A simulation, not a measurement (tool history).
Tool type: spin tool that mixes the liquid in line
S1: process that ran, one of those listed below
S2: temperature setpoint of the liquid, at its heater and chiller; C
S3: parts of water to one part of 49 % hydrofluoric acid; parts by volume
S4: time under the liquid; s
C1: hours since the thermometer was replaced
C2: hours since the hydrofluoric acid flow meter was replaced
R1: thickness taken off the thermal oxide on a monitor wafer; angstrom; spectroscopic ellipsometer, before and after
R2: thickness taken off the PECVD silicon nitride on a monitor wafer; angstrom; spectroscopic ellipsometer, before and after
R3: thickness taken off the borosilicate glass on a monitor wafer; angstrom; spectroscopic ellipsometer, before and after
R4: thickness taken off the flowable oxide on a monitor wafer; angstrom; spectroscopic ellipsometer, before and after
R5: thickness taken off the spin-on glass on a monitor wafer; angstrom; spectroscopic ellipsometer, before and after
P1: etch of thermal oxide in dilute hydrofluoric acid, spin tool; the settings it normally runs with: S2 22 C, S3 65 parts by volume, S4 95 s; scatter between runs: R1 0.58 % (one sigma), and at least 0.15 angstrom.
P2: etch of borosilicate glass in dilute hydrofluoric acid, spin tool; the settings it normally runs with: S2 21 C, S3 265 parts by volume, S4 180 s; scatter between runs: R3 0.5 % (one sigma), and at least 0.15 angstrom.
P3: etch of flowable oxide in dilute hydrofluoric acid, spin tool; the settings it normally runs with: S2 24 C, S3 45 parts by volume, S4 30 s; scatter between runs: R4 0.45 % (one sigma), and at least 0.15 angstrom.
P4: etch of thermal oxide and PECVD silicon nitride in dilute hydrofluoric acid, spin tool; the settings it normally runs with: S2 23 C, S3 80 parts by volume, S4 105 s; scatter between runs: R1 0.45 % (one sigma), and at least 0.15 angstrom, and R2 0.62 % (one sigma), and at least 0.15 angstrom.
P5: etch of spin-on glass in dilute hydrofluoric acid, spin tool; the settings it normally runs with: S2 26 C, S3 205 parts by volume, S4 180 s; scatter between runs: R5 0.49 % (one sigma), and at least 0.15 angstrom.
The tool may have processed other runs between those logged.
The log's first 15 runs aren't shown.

{"run": 16, "day": 5.25, "S1": "P1", "S2": 22, "S3": 65, "S4": 95, "C1": 303.0, "C2": 510.3, "R1": 64.073}
{"run": 17, "day": 5.446, "S1": "P2", "S2": 21, "S3": 265, "S4": 180, "C1": 307.7, "C2": 515.0, "R3": 200.24}
{"run": 18, "day": 5.762, "S1": "P1", "S2": 27, "S3": 110, "S4": 95, "C1": 315.3, "C2": 522.6, "R1": 44.012}
{"run": 19, "day": 6.158, "S1": "P1", "S2": 17, "S3": 65, "S4": 40, "C1": 324.8, "C2": 532.1, "R1": 21.885}
{"run": 20, "day": 6.446, "S1": "P1", "S2": 29, "S3": 65, "S4": 95, "C1": 331.7, "C2": 539.0, "R1": 84.91}
{"run": 21, "day": 6.871, "S1": "P5", "S2": 26, "S3": 205, "S4": 180, "C1": 341.9, "C2": 549.2, "R5": 253.64}
{"run": 22, "day": 7.121, "S1": "P1", "S2": 22, "S3": 90, "S4": 95, "C1": 347.9, "C2": 555.2, "R1": 44.833}
{"run": 23, "day": 7.379, "S1": "P1", "S2": 17, "S3": 65, "S4": 95, "C1": 354.1, "C2": 561.4, "R1": 51.801}
{"run": 24, "day": 7.692, "S1": "P1", "S2": 22, "S3": 65, "S4": 95, "C1": 361.6, "C2": 568.9, "R1": 63.555}
{"run": 25, "day": 8.0, "S1": "P5", "S2": 26, "S3": 40, "S4": 180, "C1": 369.0, "C2": 576.3, "R5": 1623.8}
{"run": 26, "day": 8.325, "S1": "P5", "S2": 26, "S3": 205, "S4": 70, "C1": 376.8, "C2": 584.1, "R5": 99.482}
{"run": 27, "day": 8.729, "S1": "P3", "S2": 30, "S3": 45, "S4": 30, "C1": 386.5, "C2": 593.8, "R4": 275.93}
{"run": 28, "day": 9.133, "S1": "P4", "S2": 23, "S3": 80, "S4": 105, "C1": 396.2, "C2": 603.5, "R1": 61.925, "R2": 49.29}
{"run": 29, "day": 9.325, "S1": "P2", "S2": 21, "S3": 265, "S4": 70, "C1": 400.8, "C2": 608.1, "R3": 77.903}
{"run": 30, "day": 9.625, "S1": "P1", "S2": 22, "S3": 65, "S4": 95, "C1": 408.0, "C2": 615.3, "R1": 64.003}
{"run": 31, "day": 10.029, "S1": "P3", "S2": 24, "S3": 45, "S4": 30, "C1": 417.7, "C2": 625.0, "R4": 219.92}
{"run": 32, "day": 10.35, "S1": "P1", "S2": 22, "S3": 65, "S4": 95, "C1": 425.4, "C2": 632.7, "R1": 64.279}
{"run": 33, "day": 10.617, "S1": "P4", "S2": 23, "S3": 80, "S4": 200, "C1": 431.8, "C2": 639.1, "R1": 117.29, "R2": 94.601}
{"run": 34, "day": 11.033, "S1": "P1", "S2": 22, "S3": 65, "S4": 95, "C1": 441.8, "C2": 649.1, "R1": 64.79}
{"run": 35, "day": 11.392, "S1": "P1", "S2": 22, "S3": 65, "S4": 95, "C1": 450.4, "C2": 657.7, "R1": 66.446}
{"run": 36, "day": 11.679, "S1": "P1", "S2": 22, "S3": 65, "S4": 95, "C1": 457.3, "C2": 664.6, "R1": 67.089}
{"run": 37, "day": 12.054, "S1": "P1", "S2": 22, "S3": 65, "S4": 95, "C1": 466.3, "C2": 673.6, "R1": 67.712}
{"run": 38, "day": 12.304, "S1": "P1", "S2": 22, "S3": 65, "S4": 95, "C1": 472.3, "C2": 679.6, "R1": 67.911}
{"run": 39, "day": 12.5, "S1": "P1", "S2": 22, "S3": 65, "S4": 95, "C1": 477.0, "C2": 684.3, "R1": 68.576}

Forecast run 40:
{"run": 40, "day": 12.792, "S1": "P1", "S2": 22, "S3": 65, "S4": 95, "C1": 484.0, "C2": 691.3, "R1": "?"}

{"run 40": {"R1": 68.405}}
